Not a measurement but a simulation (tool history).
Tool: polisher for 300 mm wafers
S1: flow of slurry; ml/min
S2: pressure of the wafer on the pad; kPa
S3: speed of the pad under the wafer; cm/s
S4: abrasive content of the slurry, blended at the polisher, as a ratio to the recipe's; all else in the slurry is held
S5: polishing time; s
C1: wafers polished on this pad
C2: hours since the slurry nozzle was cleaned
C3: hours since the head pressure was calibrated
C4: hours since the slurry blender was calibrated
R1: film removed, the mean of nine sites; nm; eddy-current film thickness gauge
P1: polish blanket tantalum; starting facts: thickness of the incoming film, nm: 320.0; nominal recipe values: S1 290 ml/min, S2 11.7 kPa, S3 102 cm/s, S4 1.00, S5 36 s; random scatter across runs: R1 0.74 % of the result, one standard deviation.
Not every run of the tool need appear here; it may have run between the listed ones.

{"run": 1, "hour": 13.8, "S1": 290, "S2": 11.7, "S3": 102, "S4": 1.0, "S5": 36, "C1": 281, "C2": 286.0, "C3": 458.3, "C4": 310.5, "R1": 60.074}
{"run": 2, "hour": 20.7, "S1": 290, "S2": 11.7, "S3": 102, "S4": 1.35, "S5": 36, "C1": 324, "C2": 292.9, "C3": 465.2, "C4": 317.4, "R1": 64.314}
{"run": 3, "hour": 32.7, "S1": 290, "S2": 11.7, "S3": 102, "S4": 1.0, "S5": 36, "C1": 398, "C2": 304.9, "C3": 477.2, "C4": 329.4, "R1": 59.667}
{"run": 4, "hour": 46.0, "S1": 290, "S2": 11.7, "S3": 102, "S4": 1.0, "S5": 36, "C1": 481, "C2": 318.2, "C3": 490.5, "C4": 342.7, "R1": 60.338}
{"run": 5, "hour": 55.4, "S1": 290, "S2": 17.9, "S3": 102, "S4": 1.0, "S5": 36, "C1": 539, "C2": 327.6, "C3": 499.9, "C4": 352.1, "R1": 90.661}
{"hour": 64.7, "done": "slurry nozzle cleaned"}
{"run": 6, "hour": 67.1, "S1": 290, "S2": 11.7, "S3": 54, "S4": 1.0, "S5": 36, "C1": 611, "C2": 2.4, "C3": 511.6, "C4": 363.8, "R1": 31.769}
{"run": 7, "hour": 78.1, "S1": 290, "S2": 11.7, "S3": 102, "S4": 1.0, "S5": 19, "C1": 680, "C2": 13.4, "C3": 522.6, "C4": 374.8, "R1": 31.257}
{"run": 8, "hour": 84.7, "S1": 290, "S2": 11.7, "S3": 158, "S4": 1.0, "S5": 36, "C1": 720, "C2": 20.0, "C3": 529.2, "C4": 381.4, "R1": 92.292}
{"run": 9, "hour": 98.8, "S1": 290, "S2": 5.5, "S3": 58, "S4": 1.0, "S5": 36, "C1": 808, "C2": 34.1, "C3": 543.3, "C4": 395.5, "R1": 16.03}
{"run": 10, "hour": 107.0, "S1": 290, "S2": 11.7, "S3": 102, "S4": 0.65, "S5": 36, "C1": 859, "C2": 42.3, "C3": 551.5, "C4": 403.7, "R1": 51.939}
{"run": 11, "hour": 117.4, "S1": 290, "S2": 15.2, "S3": 102, "S4": 1.0, "S5": 55, "C1": 923, "C2": 52.7, "C3": 561.9, "C4": 414.1, "R1": 118.4}
{"run": 12, "hour": 131.5, "S1": 175, "S2": 11.7, "S3": 102, "S4": 1.0, "S5": 36, "C1": 1011, "C2": 66.8, "C3": 576.0, "C4": 428.2, "R1": 56.867}
{"run": 13, "hour": 141.1, "S1": 290, "S2": 11.7, "S3": 102, "S4": 1.0, "S5": 36, "C1": 1070, "C2": 76.4, "C3": 585.6, "C4": 437.8, "R1": 59.401}
{"run": 14, "hour": 152.0, "S1": 290, "S2": 11.7, "S3": 102, "S4": 1.0, "S5": 36, "C1": 1138, "C2": 87.3, "C3": 596.5, "C4": 448.7, "R1": 59.132}
{"hour": 158.0, "done": "worn pad replaced by a new one"}
{"hour": 160.5, "done": "slurry blender recalibrated"}
{"run": 15, "hour": 163.9, "S1": 290, "S2": 11.7, "S3": 102, "S4": 1.0, "S5": 36, "C1": 36, "C2": 99.2, "C3": 608.4, "C4": 3.4, "R1": 58.835}
{"run": 16, "hour": 170.0, "S1": 290, "S2": 6.2, "S3": 102, "S4": 1.0, "S5": 36, "C1": 74, "C2": 105.3, "C3": 614.5, "C4": 9.5, "R1": 31.671}
{"run": 17, "hour": 177.0, "S1": 375, "S2": 11.7, "S3": 102, "S4": 1.0, "S5": 36, "C1": 117, "C2": 112.3, "C3": 621.5, "C4": 16.5, "R1": 60.334}
{"run": 18, "hour": 184.6, "S1": 290, "S2": 11.7, "S3": 102, "S4": 1.0, "S5": 52, "C1": 164, "C2": 119.9, "C3": 629.1, "C4": 24.1, "R1": 85.474}
{"run": 19, "hour": 191.6, "S1": 290, "S2": 11.7, "S3": 102, "S4": 1.0, "S5": 36, "C1": 208, "C2": 126.9, "C3": 636.1, "C4": 31.1, "R1": 59.671}
{"run": 20, "hour": 203.5, "S1": 290, "S2": 11.7, "S3": 102, "S4": 1.0, "S5": 36, "C1": 282, "C2": 138.8, "C3": 648.0, "C4": 43.0, "R1": 56.408}
{"run": 21, "hour": 211.6, "S1": 290, "S2": 11.7, "S3": 102, "S4": 1.0, "S5": 36, "C1": 332, "C2": 146.9, "C3": 656.1, "C4": 51.1, "R1": 54.311}
{"run": 22, "hour": 222.5, "S1": 290, "S2": 11.7, "S3": 102, "S4": 1.0, "S5": 36, "C1": 399, "C2": 157.8, "C3": 667.0, "C4": 62.0, "R1": 53.787}
{"hour": 230.6, "done": "slurry nozzle cleaned"}
{"hour": 234.1, "done": "worn pad replaced by a new one"}
{"run": 23, "hour": 235.7, "S1": 290, "S2": 11.7, "S3": 102, "S4": 1.0, "S5": 36, "C1": 10, "C2": 5.1, "C3": 680.2, "C4": 75.2, "R1": 52.643}

The next listed run, before its measurement:
{"run": 24, "hour": 247.5, "S1": 290, "S2": 11.7, "S3": 102, "S4": 1.0, "S5": 36, "C1": 83, "C2": 16.9, "C3": 692.0, "C4": 87.0, "R1": "?"}

Run 24 gave R1 53.828 nm.
